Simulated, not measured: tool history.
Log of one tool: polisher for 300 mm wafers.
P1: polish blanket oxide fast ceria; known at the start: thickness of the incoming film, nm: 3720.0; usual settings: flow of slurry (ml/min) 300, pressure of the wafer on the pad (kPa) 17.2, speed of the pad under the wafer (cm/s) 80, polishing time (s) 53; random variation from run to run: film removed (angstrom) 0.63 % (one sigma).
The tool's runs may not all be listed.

run   hour  flow of slurry (ml/min)  pressure of the wafer on the pad (kPa)  speed of the pad under the wafer (cm/s)  polishing time (s)  wafers polished on this pad  hours since the slurry nozzle was cleaned  hours since the head pressure was calibrated  film removed (angstrom)
  1   12.0                      300                                    17.2                                       80                  53                          621                                      167.3                                         233.8                   6579.0
  2   20.6                      300                                    17.2                                       80                  83                          708                                      175.9                                         242.4                  10247.0
  3   31.1                      300                                    17.2                                      112                  36                          813                                      186.4                                         252.9                   6255.7
  4   37.3                      300                                    25.5                                       80                  53                          875                                      192.6                                         259.1                   9645.4
  5   45.4                      440                                    17.2                                       80                  53                          957                                      200.7                                         267.2                   6785.8
  6   57.7                      300                                    17.2                                       80                  53                         1080                                      213.0                                         279.5                   6540.0
  7   66.4                      300                                     9.7                                       80                  53                         1167                                      221.7                                         288.2                   3687.0
  8   73.4                      300                                    17.2                                       80                  53                         1238                                      228.7                                         295.2                   6590.0
  9   82.0                      300                                    13.1                                      106                  53                         1324                                      237.3                                         303.8                   6577.2
 10   91.2                      300                                    17.2                                      106                  53                         1417                                      246.5                                         313.0                   8722.0
 11  104.1                      300                                    17.2                                       80                  53                         1546                                      259.4                                         325.9                   6551.9
 12  117.8                      300                                    17.2                                       80                  28                         1684                                      273.1                                         339.6                   3509.8
 13  126.5                      180                                    17.2                                       80                  53                         1771                                      281.8                                         348.3                   6190.8
 14  138.1                      380                                    17.2                                       54                  53                         1887                                      293.4                                         359.9                   4480.2
 15  147.6                      300                                    17.2                                       42                  53                         1983                                      302.9                                         369.4                   3389.7
 16  161.1                      300                                    17.2                                       80                  53                         2118                                      316.4                                         382.9                   6560.1
 17  171.7                      300                                    17.2                                       80                  53                         2225                                      327.0                                         393.5                   6428.0

Run 18 comes next. What will it give?
 18  185.0                      300                                    17.2                                       80                  53                         2358                                      340.3                                         406.8                        ?

{"run 18": {"film removed (angstrom)": 6412.4}}

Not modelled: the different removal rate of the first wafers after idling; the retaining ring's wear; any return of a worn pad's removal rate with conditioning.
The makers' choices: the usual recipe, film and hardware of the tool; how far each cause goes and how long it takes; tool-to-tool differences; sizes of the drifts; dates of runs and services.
